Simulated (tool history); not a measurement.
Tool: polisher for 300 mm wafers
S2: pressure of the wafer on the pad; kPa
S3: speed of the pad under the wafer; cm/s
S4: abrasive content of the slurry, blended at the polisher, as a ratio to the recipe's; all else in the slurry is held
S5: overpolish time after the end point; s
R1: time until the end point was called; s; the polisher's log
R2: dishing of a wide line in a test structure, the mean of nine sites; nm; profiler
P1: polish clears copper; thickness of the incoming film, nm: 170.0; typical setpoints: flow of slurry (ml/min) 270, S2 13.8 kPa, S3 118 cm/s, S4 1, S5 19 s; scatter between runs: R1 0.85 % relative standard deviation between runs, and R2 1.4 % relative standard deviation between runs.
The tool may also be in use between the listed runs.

Run 1, hour 13: flow of slurry (ml/min) 270, S2 13.8 kPa, S3 118 cm/s, S4 1, S5 19 s. Result: R1 58.548 s, R2 38.056 nm.
Run 2, hour 25.2: flow of slurry (ml/min) 270, S2 13.8 kPa, S3 118 cm/s, S4 1, S5 6 s. Result: R1 58.916 s, R2 13.288 nm.
Run 3, hour 35.8: flow of slurry (ml/min) 270, S2 13.8 kPa, S3 118 cm/s, S4 1, S5 19 s. Result: R1 59.227 s, R2 37.3 nm.
At hour 41: slurry nozzle cleaned.
Run 4, hour 53.7: flow of slurry (ml/min) 200, S2 13.8 kPa, S3 118 cm/s, S4 0.65, S5 19 s. Result: R1 66.964 s, R2 34.063 nm.
Run 5, hour 65.9: flow of slurry (ml/min) 270, S2 13.8 kPa, S3 118 cm/s, S4 0.6, S5 19 s. Result: R1 64.634 s, R2 34.443 nm.
Run 6, hour 81: flow of slurry (ml/min) 270, S2 13.8 kPa, S3 160 cm/s, S4 1, S5 19 s. Result: R1 42.777 s, R2 48.143 nm.
Run 7, hour 91.3: flow of slurry (ml/min) 270, S2 9 kPa, S3 82 cm/s, S4 1, S5 19 s. Result: R1 130.78 s, R2 18.272 nm.
Run 8, hour 105.8: flow of slurry (ml/min) 270, S2 13.8 kPa, S3 118 cm/s, S4 1, S5 19 s. Result: R1 58.916 s, R2 38.105 nm.
Run 9, hour 116.5: flow of slurry (ml/min) 270, S2 13.8 kPa, S3 118 cm/s, S4 1, S5 32 s. Result: R1 59.199 s, R2 56.616 nm.
Run 10, hour 128.4: flow of slurry (ml/min) 270, S2 6.9 kPa, S3 118 cm/s, S4 1, S5 19 s. Result: R1 116.78 s, R2 19.579 nm.
Run 11, hour 140.9: flow of slurry (ml/min) 270, S2 13.8 kPa, S3 118 cm/s, S4 1, S5 19 s. Result: R1 59.139 s, R2 38.468 nm.
Run 12, hour 154.8: flow of slurry (ml/min) 270, S2 13.8 kPa, S3 118 cm/s, S4 1.5, S5 19 s. Result: R1 53.417 s, R2 39.176 nm.
Run 13, hour 166.1: flow of slurry (ml/min) 270, S2 13.8 kPa, S3 118 cm/s, S4 1, S5 19 s. Result: R1 58.852 s, R2 37.538 nm.
Run 14, hour 174.8: flow of slurry (ml/min) 270, S2 13.8 kPa, S3 54 cm/s, S4 1, S5 19 s. Result: R1 127.32 s, R2 19.171 nm.
Run 15, hour 187.3: flow of slurry (ml/min) 270, S2 13.8 kPa, S3 118 cm/s, S4 1, S5 19 s. Result: R1 58.372 s, R2 37.311 nm.

Run 16 has not been measured yet. What should we expect?
Run 16, hour 195.8: flow of slurry (ml/min) 160, S2 13.8 kPa, S3 118 cm/s, S4 1, S5 19 s. Result: R1 ?, R2 ?.

R1: 63.423 s
R2: 35.807 nm
